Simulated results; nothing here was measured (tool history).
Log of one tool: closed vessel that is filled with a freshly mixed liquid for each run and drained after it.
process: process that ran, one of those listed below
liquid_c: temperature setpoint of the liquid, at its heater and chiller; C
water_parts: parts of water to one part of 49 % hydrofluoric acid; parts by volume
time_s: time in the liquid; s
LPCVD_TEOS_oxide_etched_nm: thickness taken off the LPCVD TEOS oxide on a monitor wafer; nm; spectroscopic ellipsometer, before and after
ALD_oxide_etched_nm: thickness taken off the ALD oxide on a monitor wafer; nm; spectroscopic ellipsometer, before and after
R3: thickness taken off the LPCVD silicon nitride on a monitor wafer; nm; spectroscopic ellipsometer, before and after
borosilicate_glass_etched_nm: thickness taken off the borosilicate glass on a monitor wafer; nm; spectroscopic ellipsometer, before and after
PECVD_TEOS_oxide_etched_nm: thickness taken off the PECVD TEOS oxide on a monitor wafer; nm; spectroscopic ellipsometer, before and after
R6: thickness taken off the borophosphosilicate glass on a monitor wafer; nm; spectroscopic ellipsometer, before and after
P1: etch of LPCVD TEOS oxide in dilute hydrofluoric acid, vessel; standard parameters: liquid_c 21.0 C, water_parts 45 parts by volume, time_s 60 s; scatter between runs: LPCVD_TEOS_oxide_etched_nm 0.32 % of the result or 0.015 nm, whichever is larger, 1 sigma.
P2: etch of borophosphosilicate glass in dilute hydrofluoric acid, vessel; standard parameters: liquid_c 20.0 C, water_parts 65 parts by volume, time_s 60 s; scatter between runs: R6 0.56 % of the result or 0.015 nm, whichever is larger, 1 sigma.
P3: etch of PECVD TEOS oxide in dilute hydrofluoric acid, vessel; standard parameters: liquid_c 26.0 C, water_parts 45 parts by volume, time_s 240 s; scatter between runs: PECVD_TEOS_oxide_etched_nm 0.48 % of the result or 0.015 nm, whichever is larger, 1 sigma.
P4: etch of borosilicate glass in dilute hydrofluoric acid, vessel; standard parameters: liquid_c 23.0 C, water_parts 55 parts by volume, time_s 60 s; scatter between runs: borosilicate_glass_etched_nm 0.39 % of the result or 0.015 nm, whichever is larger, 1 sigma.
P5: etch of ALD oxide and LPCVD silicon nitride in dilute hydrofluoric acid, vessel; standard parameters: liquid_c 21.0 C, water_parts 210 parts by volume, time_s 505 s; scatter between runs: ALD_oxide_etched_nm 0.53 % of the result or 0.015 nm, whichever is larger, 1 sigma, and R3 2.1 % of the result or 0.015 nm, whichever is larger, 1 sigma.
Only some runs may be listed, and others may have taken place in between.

{"run": 1, "hour": 16.7, "process": "P1", "liquid_c": 21.0, "water_parts": 45, "time_s": 60, "LPCVD_TEOS_oxide_etched_nm": 29.763}
{"run": 2, "hour": 31.8, "process": "P5", "liquid_c": 21.0, "water_parts": 210, "time_s": 505, "ALD_oxide_etched_nm": 39.907, "R3": 1.0209}
{"run": 3, "hour": 41.0, "process": "P4", "liquid_c": 23.0, "water_parts": 55, "time_s": 60, "borosilicate_glass_etched_nm": 55.806}
{"run": 4, "hour": 58.1, "process": "P4", "liquid_c": 31.0, "water_parts": 55, "time_s": 60, "borosilicate_glass_etched_nm": 77.387}
{"run": 5, "hour": 70.2, "process": "P4", "liquid_c": 23.0, "water_parts": 30, "time_s": 60, "borosilicate_glass_etched_nm": 105.88}
{"run": 6, "hour": 78.7, "process": "P5", "liquid_c": 21.0, "water_parts": 100, "time_s": 505, "ALD_oxide_etched_nm": 93.931, "R3": 2.2207}
{"run": 7, "hour": 88.5, "process": "P3", "liquid_c": 26.0, "water_parts": 75, "time_s": 240, "PECVD_TEOS_oxide_etched_nm": 34.385}
{"hour": 95.9, "done": "hydrofluoric acid flow meter replaced"}
{"run": 8, "hour": 100.7, "process": "P1", "liquid_c": 21.0, "water_parts": 20, "time_s": 60, "LPCVD_TEOS_oxide_etched_nm": 68.967}
{"run": 9, "hour": 116.6, "process": "P2", "liquid_c": 20.0, "water_parts": 65, "time_s": 30, "R6": 19.476}
{"run": 10, "hour": 130.4, "process": "P4", "liquid_c": 23.0, "water_parts": 55, "time_s": 60, "borosilicate_glass_etched_nm": 55.951}
{"run": 11, "hour": 141.1, "process": "P2", "liquid_c": 17.0, "water_parts": 65, "time_s": 60, "R6": 34.09}
{"run": 12, "hour": 157.2, "process": "P5", "liquid_c": 21.0, "water_parts": 210, "time_s": 505, "ALD_oxide_etched_nm": 39.834, "R3": 1.0323}
{"run": 13, "hour": 174.0, "process": "P5", "liquid_c": 25.5, "water_parts": 210, "time_s": 505, "ALD_oxide_etched_nm": 46.815, "R3": 1.4826}
{"run": 14, "hour": 186.1, "process": "P3", "liquid_c": 17.5, "water_parts": 45, "time_s": 240, "PECVD_TEOS_oxide_etched_nm": 41.565}
{"run": 15, "hour": 201.0, "process": "P1", "liquid_c": 21.0, "water_parts": 45, "time_s": 30, "LPCVD_TEOS_oxide_etched_nm": 14.778}
{"run": 16, "hour": 211.8, "process": "P5", "liquid_c": 21.0, "water_parts": 210, "time_s": 955, "ALD_oxide_etched_nm": 75.339, "R3": 2.0301}
{"run": 17, "hour": 225.0, "process": "P2", "liquid_c": 20.0, "water_parts": 65, "time_s": 60, "R6": 39.043}
{"run": 18, "hour": 236.3, "process": "P3", "liquid_c": 26.0, "water_parts": 45, "time_s": 240, "PECVD_TEOS_oxide_etched_nm": 59.953}
{"run": 19, "hour": 250.0, "process": "P1", "liquid_c": 17.0, "water_parts": 45, "time_s": 60, "LPCVD_TEOS_oxide_etched_nm": 25.023}
{"run": 20, "hour": 263.6, "process": "P1", "liquid_c": 21.0, "water_parts": 45, "time_s": 60, "LPCVD_TEOS_oxide_etched_nm": 29.539}
{"run": 21, "hour": 280.3, "process": "P1", "liquid_c": 21.0, "water_parts": 45, "time_s": 60, "LPCVD_TEOS_oxide_etched_nm": 29.724}

Run 22, settings as shown, results not yet in. Your forecast:
{"run": 22, "hour": 292.1, "process": "P2", "liquid_c": 20.0, "water_parts": 25, "time_s": 60, "R6": "?"}

{"run 22": {"R6": 105.36}}
